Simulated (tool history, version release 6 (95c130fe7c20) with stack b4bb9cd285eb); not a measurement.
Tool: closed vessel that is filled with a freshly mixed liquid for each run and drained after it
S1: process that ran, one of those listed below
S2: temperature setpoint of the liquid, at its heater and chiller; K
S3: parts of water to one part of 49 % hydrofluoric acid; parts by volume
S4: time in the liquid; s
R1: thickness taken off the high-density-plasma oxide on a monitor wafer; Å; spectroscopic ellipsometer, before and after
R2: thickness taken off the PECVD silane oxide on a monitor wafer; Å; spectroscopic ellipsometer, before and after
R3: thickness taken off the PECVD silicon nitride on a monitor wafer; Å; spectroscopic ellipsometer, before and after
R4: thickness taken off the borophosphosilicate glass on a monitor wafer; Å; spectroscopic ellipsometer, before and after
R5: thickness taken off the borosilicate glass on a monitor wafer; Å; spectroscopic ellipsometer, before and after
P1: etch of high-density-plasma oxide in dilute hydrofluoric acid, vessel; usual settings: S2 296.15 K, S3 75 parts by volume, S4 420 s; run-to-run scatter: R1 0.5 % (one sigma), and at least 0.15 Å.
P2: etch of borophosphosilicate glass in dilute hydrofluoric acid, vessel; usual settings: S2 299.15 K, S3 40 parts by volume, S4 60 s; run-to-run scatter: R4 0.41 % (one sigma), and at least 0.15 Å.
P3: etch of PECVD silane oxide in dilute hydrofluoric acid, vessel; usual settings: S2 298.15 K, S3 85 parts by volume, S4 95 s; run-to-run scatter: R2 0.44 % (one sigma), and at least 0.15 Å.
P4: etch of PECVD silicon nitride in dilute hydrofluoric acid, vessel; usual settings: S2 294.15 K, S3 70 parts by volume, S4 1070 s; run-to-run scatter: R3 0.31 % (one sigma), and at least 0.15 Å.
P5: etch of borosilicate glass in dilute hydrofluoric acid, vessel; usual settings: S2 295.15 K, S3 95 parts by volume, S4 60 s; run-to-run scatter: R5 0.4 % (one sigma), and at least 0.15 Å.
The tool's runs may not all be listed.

run 1 hour=4.7 | S1=P1 S2=296.15 S3=75 S4=420 | R1=346.42
run 2 hour=12.3 | S1=P3 S2=298.15 S3=85 S4=95 | R2=318.04
run 3 hour=20.0 | S1=P4 S2=302.15 S3=70 S4=1070 | R3=723.650
run 4 hour=25.8 | S1=P2 S2=307.15 S3=40 S4=60 | R4=1226.80
run 5 hour=32.8 | S1=P1 S2=296.15 S3=110 S4=420 | R1=226.89
run 6 hour=39.2 | S1=P1 S2=296.15 S3=75 S4=420 | R1=345.26
run 7 hour=45.2 | S1=P3 S2=293.15 S3=85 S4=95 | R2=258.44
run 8 hour=49.0 | S1=P5 S2=295.15 S3=95 S4=60 | R5=177.54
run 9 hour=54.2 | S1=P3 S2=298.15 S3=135 S4=95 | R2=187.44
run 10 hour=59.4 | S1=P1 S2=296.15 S3=75 S4=770 | R1=637.27
run 11 hour=64.2 | S1=P3 S2=298.15 S3=85 S4=30 | R2=99.83
run 12 hour=68.7 | S1=P3 S2=298.15 S3=85 S4=95 | R2=317.72
-- hour=68.8 thermometer replaced
run 13 hour=76.3 | S1=P1 S2=291.65 S3=75 S4=420 | R1=285.52
run 14 hour=81.8 | S1=P4 S2=294.15 S3=70 S4=30 | R3=12.152
run 15 hour=87.0 | S1=P2 S2=299.15 S3=40 S4=60 | R4=895.64
run 16 hour=92.8 | S1=P5 S2=290.15 S3=95 S4=60 | R5=144.35
run 17 hour=100.4 | S1=P5 S2=295.15 S3=35 S4=60 | R5=519.40
run 18 hour=107.8 | S1=P1 S2=296.15 S3=75 S4=420 | R1=347.23
run 19 hour=111.6 | S1=P2 S2=299.15 S3=40 S4=60 | R4=889.99
run 20 hour=115.3 | S1=P1 S2=299.65 S3=75 S4=420 | R1=401.31
run 21 hour=120.5 | S1=P2 S2=299.15 S3=40 S4=115 | R4=1706.30
run 22 hour=124.8 | S1=P2 S2=299.15 S3=20 S4=60 | R4=1820.60

Run 23 comes next. What will it give?
run 23 hour=132.5 | S1=P1 S2=296.15 S3=75 S4=215 | R1=?

Run 23 gave R1 177.08 Å.
